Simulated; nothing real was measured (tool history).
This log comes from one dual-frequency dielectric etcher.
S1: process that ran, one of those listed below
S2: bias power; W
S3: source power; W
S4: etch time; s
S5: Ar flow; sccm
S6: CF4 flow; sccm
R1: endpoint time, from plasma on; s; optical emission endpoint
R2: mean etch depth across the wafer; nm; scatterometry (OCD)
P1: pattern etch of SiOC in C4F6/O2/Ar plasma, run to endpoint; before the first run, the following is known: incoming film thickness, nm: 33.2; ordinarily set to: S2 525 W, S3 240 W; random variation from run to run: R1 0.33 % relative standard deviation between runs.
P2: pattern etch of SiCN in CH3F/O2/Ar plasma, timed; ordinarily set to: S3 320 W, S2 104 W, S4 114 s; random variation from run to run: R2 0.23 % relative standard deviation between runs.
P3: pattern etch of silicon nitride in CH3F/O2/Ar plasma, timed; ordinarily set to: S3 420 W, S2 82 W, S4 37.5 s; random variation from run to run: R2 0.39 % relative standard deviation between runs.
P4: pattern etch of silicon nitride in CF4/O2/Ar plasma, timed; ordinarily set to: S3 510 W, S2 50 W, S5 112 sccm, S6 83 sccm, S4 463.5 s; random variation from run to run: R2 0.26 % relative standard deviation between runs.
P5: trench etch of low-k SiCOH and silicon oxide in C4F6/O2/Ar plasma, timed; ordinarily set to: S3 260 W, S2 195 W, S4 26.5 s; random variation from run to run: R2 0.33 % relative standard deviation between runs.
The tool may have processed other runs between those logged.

Run 1, hour 12.7: S1 P1, S2 525 W, S3 240 W. Result: R1 13.237 s.
Run 2, hour 19.3: S1 P1, S2 400 W, S3 180 W. Result: R1 16.274 s.
Run 3, hour 27.6: S1 P3, S2 82 W, S3 510 W, S4 37.5 s. Result: R2 28.981 nm.
Run 4, hour 38.4: S1 P4, S2 50 W, S3 400 W, S4 463.5 s, S5 112 sccm, S6 83 sccm. Result: R2 712.06 nm.
Run 5, hour 44.9: S1 P1, S2 670 W, S3 240 W. Result: R1 12.083 s.
Run 6, hour 53.4: S1 P3, S2 115 W, S3 420 W, S4 37.5 s. Result: R2 30.407 nm.
Run 7, hour 64.2: S1 P5, S2 195 W, S3 260 W, S4 14.5 s. Result: R2 40.406 nm.
Run 8, hour 73.7: S1 P1, S2 525 W, S3 150 W. Result: R1 15.693 s.
Run 9, hour 83.2: S1 P3, S2 82 W, S3 420 W, S4 20.5 s. Result: R2 14.648 nm.
Run 10, hour 92.4: S1 P5, S2 195 W, S3 260 W, S4 26.5 s. Result: R2 73.73 nm.
Run 11, hour 104.9: S1 P5, S2 127 W, S3 260 W, S4 26.5 s. Result: R2 64.312 nm.
Run 12, hour 114.1: S1 P2, S2 104 W, S3 320 W, S4 114 s. Result: R2 43.598 nm.
Run 13, hour 123.4: S1 P4, S2 50 W, S3 510 W, S4 463.5 s, S5 112 sccm, S6 83 sccm. Result: R2 882.3 nm.
Run 14, hour 131.2: S1 P1, S2 326 W, S3 240 W. Result: R1 15.845 s.
Run 15, hour 139: S1 P3, S2 82 W, S3 420 W, S4 37.5 s. Result: R2 26.935 nm.
Run 16, hour 149.6: S1 P4, S2 50 W, S3 510 W, S4 654.5 s, S5 112 sccm, S6 83 sccm. Result: R2 1248.1 nm.
Run 17, hour 155.8: S1 P1, S2 358 W, S3 190 W. Result: R1 16.6 s.
Run 18, hour 169.5: S1 P1, S2 525 W, S3 240 W. Result: R1 13.205 s.
Run 19, hour 182.9: S1 P4, S2 60 W, S3 510 W, S4 463.5 s, S5 112 sccm, S6 83 sccm. Result: R2 950.71 nm.
Run 20, hour 191: S1 P2, S2 104 W, S3 250 W, S4 114 s. Result: R2 40.07 nm.
Run 21, hour 197.9: S1 P4, S2 50 W, S3 510 W, S4 463.5 s, S5 112 sccm, S6 53 sccm. Result: R2 827.49 nm.
Run 22, hour 211.7: S1 P1, S2 350 W, S3 170 W. Result: R1 17.48 s.
Run 23, hour 224.9: S1 P1, S2 525 W, S3 310 W. Result: R1 12.076 s.
Run 24, hour 235.1: S1 P4, S2 50 W, S3 510 W, S4 463.5 s, S5 67 sccm, S6 83 sccm. Result: R2 937.72 nm.
Run 25, hour 247.8: S1 P5, S2 195 W, S3 320 W, S4 26.5 s. Result: R2 79.757 nm.
Run 26, hour 255.2: S1 P1, S2 525 W, S3 240 W. Result: R1 13.227 s.
Run 27, hour 262.4: S1 P1, S2 525 W, S3 240 W. Result: R1 13.279 s.
Run 28, hour 269.1: S1 P5, S2 195 W, S3 260 W, S4 26.5 s. Result: R2 74.082 nm.
Run 29, hour 278.5: S1 P2, S2 104 W, S3 320 W, S4 75.5 s. Result: R2 28.865 nm.
Run 30, hour 286.7: S1 P2, S2 104 W, S3 320 W, S4 114 s. Result: R2 43.518 nm.
Run 31, hour 296.3: S1 P2, S2 142 W, S3 320 W, S4 114 s. Result: R2 49.387 nm.
Run 32, hour 304.8: S1 P1, S2 525 W, S3 240 W. Result: R1 13.255 s.
Run 33, hour 312: S1 P1, S2 525 W, S3 240 W. Result: R1 13.317 s.
Run 34, hour 321.6: S1 P1, S2 525 W, S3 240 W. Result: R1 13.409 s.
Run 35, hour 332.8: S1 P1, S2 525 W, S3 240 W. Result: R1 13.359 s.
Run 36, hour 343.3: S1 P1, S2 525 W, S3 240 W. Result: R1 13.405 s.
Run 37, hour 350.5: S1 P1, S2 525 W, S3 240 W. Result: R1 13.432 s.
At hour 351.7: wet clean of the chamber.
Run 38, hour 363: S1 P1, S2 525 W, S3 240 W. Result: R1 13.378 s.
Run 39, hour 372.5: S1 P1, S2 525 W, S3 240 W. Result: R1 13.462 s.
Run 40, hour 382.2: S1 P1, S2 525 W, S3 240 W. Result: R1 13.427 s.
Run 41, hour 390.3: S1 P1, S2 525 W, S3 240 W. Result: R1 13.428 s.
Run 42, hour 402.9: S1 P1, S2 525 W, S3 240 W. Result: R1 13.434 s.

Something has made what P1 gives creep away from where it was; the 2 causes below, each at its own stated size, fit the log equally well:
A: source power that arrives under what is set, % = 4.45
B: bias power that arrives under what is set, % = 4.24
At approximately hour 304.8, the process output began to creep.
Other possible causes, and why each is ruled out:
chamber walls in a state that lowers the etch rate, %: serviced at hour 351.7, which brought nothing back

Which of the 4 check runs listed below separates the causes, so that each cause would produce a clearly different result? Each run uses one wafer, and its results are marked with question marks.
Run check 1, hour 415.5: S1 P3, S2 112 W, S3 420 W, S4 26.5 s. Result: R2 ?.
Run check 2, hour 415.5: S1 P5, S2 195 W, S3 260 W, S4 15.5 s. Result: R2 ?.
Run check 3, hour 415.5: S1 P2, S2 139 W, S3 320 W, S4 114 s. Result: R2 ?.
Run check 4, hour 415.5: S1 P4, S2 50 W, S3 510 W, S4 582.5 s, S5 112 sccm, S6 83 sccm. Result: R2 ?.

Expected result of each check under each candidate cause:
  check  result    if A    if B
check 1      R2  20.867  20.882
check 2      R2  42.492  42.628
check 3      R2  48.172  48.127
check 4      R2  1064.1  1088.5
How far apart the two closest causes lie, in the result that separates them most: check 1 0.07 %; check 2 0.32 %; check 3 0.09 %; check 4 2.27 %
The other checks would show nearly matching results whichever cause is true, so check 4 is the only one that separates the causes.

The results of check 4 are: R2 1066.8 nm. Based on these, which of the listed causes is it?

Of the candidate causes, it is A: source power that arrives under what is set, %.
